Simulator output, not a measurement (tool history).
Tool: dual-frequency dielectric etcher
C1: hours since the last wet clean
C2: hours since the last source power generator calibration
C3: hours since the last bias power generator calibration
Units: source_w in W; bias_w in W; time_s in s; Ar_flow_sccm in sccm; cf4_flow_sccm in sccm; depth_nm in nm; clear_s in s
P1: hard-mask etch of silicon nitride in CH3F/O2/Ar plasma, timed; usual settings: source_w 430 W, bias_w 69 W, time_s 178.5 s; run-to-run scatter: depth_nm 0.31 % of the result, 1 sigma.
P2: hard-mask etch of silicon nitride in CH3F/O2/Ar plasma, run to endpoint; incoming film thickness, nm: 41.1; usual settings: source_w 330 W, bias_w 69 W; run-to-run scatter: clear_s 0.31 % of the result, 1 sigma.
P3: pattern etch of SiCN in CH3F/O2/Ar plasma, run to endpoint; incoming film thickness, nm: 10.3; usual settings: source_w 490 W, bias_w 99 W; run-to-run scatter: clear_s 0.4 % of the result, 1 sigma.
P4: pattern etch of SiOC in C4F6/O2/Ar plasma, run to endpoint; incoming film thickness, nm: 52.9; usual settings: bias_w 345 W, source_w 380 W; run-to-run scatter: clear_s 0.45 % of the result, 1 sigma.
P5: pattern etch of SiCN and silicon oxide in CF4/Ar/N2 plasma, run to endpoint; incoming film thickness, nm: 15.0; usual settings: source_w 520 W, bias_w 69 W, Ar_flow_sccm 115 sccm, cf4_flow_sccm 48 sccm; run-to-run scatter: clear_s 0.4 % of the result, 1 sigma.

{"run": 1, "hour": 5.0, "process": "P1", "source_w": 430, "bias_w": 69, "time_s": 178.5, "C1": 303.1, "C2": 827.5, "C3": 2499.5, "depth_nm": 127.73}
{"run": 2, "hour": 9.8, "process": "P1", "source_w": 290, "bias_w": 69, "time_s": 178.5, "C1": 307.9, "C2": 832.3, "C3": 2504.3, "depth_nm": 109.82}
{"run": 3, "hour": 15.4, "process": "P3", "source_w": 490, "bias_w": 128, "C1": 313.5, "C2": 837.9, "C3": 2509.9, "clear_s": 20.784}
{"run": 4, "hour": 21.1, "process": "P5", "source_w": 520, "bias_w": 69, "Ar_flow_sccm": 85, "cf4_flow_sccm": 48, "C1": 319.2, "C2": 843.6, "C3": 2515.6, "clear_s": 15.538}
{"run": 5, "hour": 24.8, "process": "P2", "source_w": 330, "bias_w": 69, "C1": 322.9, "C2": 847.3, "C3": 2519.3, "clear_s": 65.385}
{"run": 6, "hour": 29.0, "process": "P1", "source_w": 430, "bias_w": 69, "time_s": 178.5, "C1": 327.1, "C2": 851.5, "C3": 2523.5, "depth_nm": 128.18}
{"run": 7, "hour": 35.0, "process": "P1", "source_w": 540, "bias_w": 69, "time_s": 178.5, "C1": 333.1, "C2": 857.5, "C3": 2529.5, "depth_nm": 139.49}
{"run": 8, "hour": 37.8, "process": "P5", "source_w": 520, "bias_w": 69, "Ar_flow_sccm": 115, "cf4_flow_sccm": 48, "C1": 335.9, "C2": 860.3, "C3": 2532.3, "clear_s": 16.458}
{"run": 9, "hour": 41.9, "process": "P1", "source_w": 430, "bias_w": 69, "time_s": 228, "C1": 340, "C2": 864.4, "C3": 2536.4, "depth_nm": 162.87}
{"run": 10, "hour": 46.8, "process": "P2", "source_w": 330, "bias_w": 83, "C1": 344.9, "C2": 869.3, "C3": 2541.3, "clear_s": 61.304}
{"run": 11, "hour": 49.8, "process": "P2", "source_w": 410, "bias_w": 69, "C1": 347.9, "C2": 872.3, "C3": 2544.3, "clear_s": 59.903}
{"run": 12, "hour": 53.5, "process": "P3", "source_w": 490, "bias_w": 99, "C1": 351.6, "C2": 876, "C3": 2548, "clear_s": 22.952}
{"run": 13, "hour": 59.9, "process": "P1", "source_w": 430, "bias_w": 69, "time_s": 178.5, "C1": 358, "C2": 882.4, "C3": 2554.4, "depth_nm": 127.71}
{"run": 14, "hour": 63.6, "process": "P1", "source_w": 430, "bias_w": 69, "time_s": 178.5, "C1": 361.7, "C2": 886.1, "C3": 2558.1, "depth_nm": 128.12}
{"run": 15, "hour": 66.8, "process": "P4", "source_w": 380, "bias_w": 345, "C1": 364.9, "C2": 889.3, "C3": 2561.3, "clear_s": 20.506}
{"run": 16, "hour": 71.1, "process": "P5", "source_w": 520, "bias_w": 44, "Ar_flow_sccm": 115, "cf4_flow_sccm": 48, "C1": 369.2, "C2": 893.6, "C3": 2565.6, "clear_s": 19.081}
{"run": 17, "hour": 75.3, "process": "P4", "source_w": 380, "bias_w": 448, "C1": 373.4, "C2": 897.8, "C3": 2569.8, "clear_s": 18.56}
{"run": 18, "hour": 80.4, "process": "P1", "source_w": 430, "bias_w": 69, "time_s": 117, "C1": 378.5, "C2": 902.9, "C3": 2574.9, "depth_nm": 83.951}
{"run": 19, "hour": 83.8, "process": "P2", "source_w": 330, "bias_w": 69, "C1": 381.9, "C2": 906.3, "C3": 2578.3, "clear_s": 65.226}
{"run": 20, "hour": 88.4, "process": "P3", "source_w": 640, "bias_w": 99, "C1": 386.5, "C2": 910.9, "C3": 2582.9, "clear_s": 20.794}
{"run": 21, "hour": 94.1, "process": "P3", "source_w": 490, "bias_w": 99, "C1": 392.2, "C2": 916.6, "C3": 2588.6, "clear_s": 22.95}
{"hour": 98.5, "done": "wet clean of the chamber"}
{"run": 22, "hour": 100.1, "process": "P1", "source_w": 430, "bias_w": 56, "time_s": 178.5, "C1": 1.6, "C2": 922.6, "C3": 2594.6, "depth_nm": 119.01}

Run 23 comes next. What will it give?
{"run": 23, "hour": 106.0, "process": "P5", "source_w": 520, "bias_w": 69, "Ar_flow_sccm": 115, "cf4_flow_sccm": 61, "C1": 7.5, "C2": 928.5, "C3": 2600.5, "clear_s": "?"}

{"run 23": {"clear_s": 15.7}}
